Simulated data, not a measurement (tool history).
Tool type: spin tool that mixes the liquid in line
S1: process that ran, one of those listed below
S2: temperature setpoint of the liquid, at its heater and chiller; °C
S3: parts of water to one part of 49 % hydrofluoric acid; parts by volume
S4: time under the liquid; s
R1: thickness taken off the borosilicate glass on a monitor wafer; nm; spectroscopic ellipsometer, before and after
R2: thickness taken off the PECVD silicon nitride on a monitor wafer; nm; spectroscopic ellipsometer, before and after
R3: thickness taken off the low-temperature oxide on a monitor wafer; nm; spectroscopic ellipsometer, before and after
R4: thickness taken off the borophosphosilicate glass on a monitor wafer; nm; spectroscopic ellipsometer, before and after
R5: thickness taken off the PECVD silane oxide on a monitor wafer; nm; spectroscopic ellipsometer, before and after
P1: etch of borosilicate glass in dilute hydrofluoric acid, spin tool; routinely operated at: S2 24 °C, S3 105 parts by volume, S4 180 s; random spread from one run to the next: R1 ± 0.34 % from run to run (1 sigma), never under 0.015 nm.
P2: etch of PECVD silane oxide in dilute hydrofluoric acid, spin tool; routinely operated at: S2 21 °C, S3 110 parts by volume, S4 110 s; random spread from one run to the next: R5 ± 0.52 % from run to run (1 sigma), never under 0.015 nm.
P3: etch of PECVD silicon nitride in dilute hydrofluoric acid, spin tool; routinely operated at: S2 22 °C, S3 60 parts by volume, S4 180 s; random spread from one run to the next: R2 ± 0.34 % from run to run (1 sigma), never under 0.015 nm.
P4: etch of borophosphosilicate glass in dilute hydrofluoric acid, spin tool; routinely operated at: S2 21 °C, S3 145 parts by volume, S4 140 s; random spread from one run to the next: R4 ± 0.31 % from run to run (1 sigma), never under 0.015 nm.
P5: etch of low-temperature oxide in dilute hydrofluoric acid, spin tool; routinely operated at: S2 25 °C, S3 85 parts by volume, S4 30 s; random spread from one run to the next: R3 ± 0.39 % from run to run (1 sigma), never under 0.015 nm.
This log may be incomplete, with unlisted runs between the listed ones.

run,hour,S1,S2,S3,S4,R1,R2,R3,R4,R5
1,3.5,P1,24,105,180,33.198,,,,
2,9.4,P3,29,60,180,,16.7,,,
3,12.3,P5,25,85,30,,,7.0044,,
4,17.3,P3,22,60,180,,10.508,,,
5,19.9,P4,21,145,140,,,,46.471,
6,23,P5,25,85,30,,,6.9959,,
7,26.7,P5,25,85,65,,,15.037,,
8,31.4,P2,21,110,110,,,,,38.75
9,34.3,P1,24,105,320,59.03,,,,
# hour 35.8: hydrofluoric acid flow meter replaced
10,38.8,P4,21,255,140,,,,23.713,
11,42.4,P2,21,110,110,,,,,38.887
12,45.4,P3,22,110,180,,5.7709,,,
13,49,P1,24,105,180,33.051,,,,
14,52.7,P1,20,105,180,28.207,,,,
15,57.9,P5,25,145,30,,,3.7984,,
16,63.4,P3,22,60,360,,21.084,,,
17,67.6,P1,24,105,180,33.014,,,,
18,73.3,P5,20.5,85,30,,,5.8035,,
19,78.4,P1,24,105,180,33.233,,,,
20,82,P1,24,35,180,108.89,,,,
21,86.4,P1,24,105,180,33.238,,,,
22,89.3,P1,24,150,180,21.925,,,,
23,93,P4,21,145,15,,,,4.9622,
24,97.6,P1,24,105,180,33.015,,,,
25,103.3,P1,30,105,180,41.574,,,,
26,107.4,P1,17,45,180,61.697,,,,
27,110,P2,21,30,110,,,,,156.77
28,114.3,P1,24,105,180,33.058,,,,
29,118.3,P2,21,110,185,,,,,65.586
30,121.9,P1,24,105,65,11.915,,,,
31,126.3,P2,17,110,110,,,,,33.082
32,129.2,P4,17,145,140,,,,39.668,
33,135,P1,24,105,180,32.836,,,,
34,138.7,P1,24,105,180,32.37,,,,
35,142.6,P1,24,105,180,31.907,,,,
36,146.6,P1,24,105,180,31.663,,,,
37,151.2,P1,24,105,180,31.435,,,,
38,155.3,P1,24,105,180,31.117,,,,
39,158.1,P1,24,105,180,31.515,,,,
40,161.5,P1,24,105,180,31.407,,,,
41,167,P1,24,105,180,31.318,,,,
42,171.7,P1,24,105,180,31.085,,,,
43,174.9,P1,24,105,180,30.988,,,,
44,177.5,P1,24,105,180,31.235,,,,

Compared with where it was, what P1 gives has crept away. Each cause listed below fits the log as well as the rest, at the size given for it:
A: liquid colder than its thermometer reads (K) = 1.47
B: hydrofluoric acid flow below the setpoint (%) = 5.03
The onset of the drift is placed at about hour 135.

The check runs listed below each take one wafer, and their results are still question marks. Under which run would the listed causes lead to clearly different results?
check 1,180.1,P2,21,60,110,,,,,?
check 2,180.1,P3,22,100,180,,?,,,
check 3,180.1,P4,21,185,140,,,,?,
check 4,180.1,P5,25,135,30,,,?,,

Predicted outcomes, by check and by cause:
check,result,if A,if B
check 1,R5,71.133,71.587
check 2,R2,5.7663,6.052
check 3,R4,32.936,32.789
check 4,R3,3.9036,3.8901
Gap, in per cent, between the two causes that each check separates least, read from the result that separates them most: check 1 0.64 %; check 2 4.84 %; check 3 0.45 %; check 4 0.35 %
Check 2 distinguishes between the causes, while the remaining checks would return nearly the same result for all of them.

Check 2 was carried out, with these results: R2 5.7263 nm. Which of the listed causes is responsible?

Of the candidate causes, it is A: liquid colder than its thermometer reads (K).
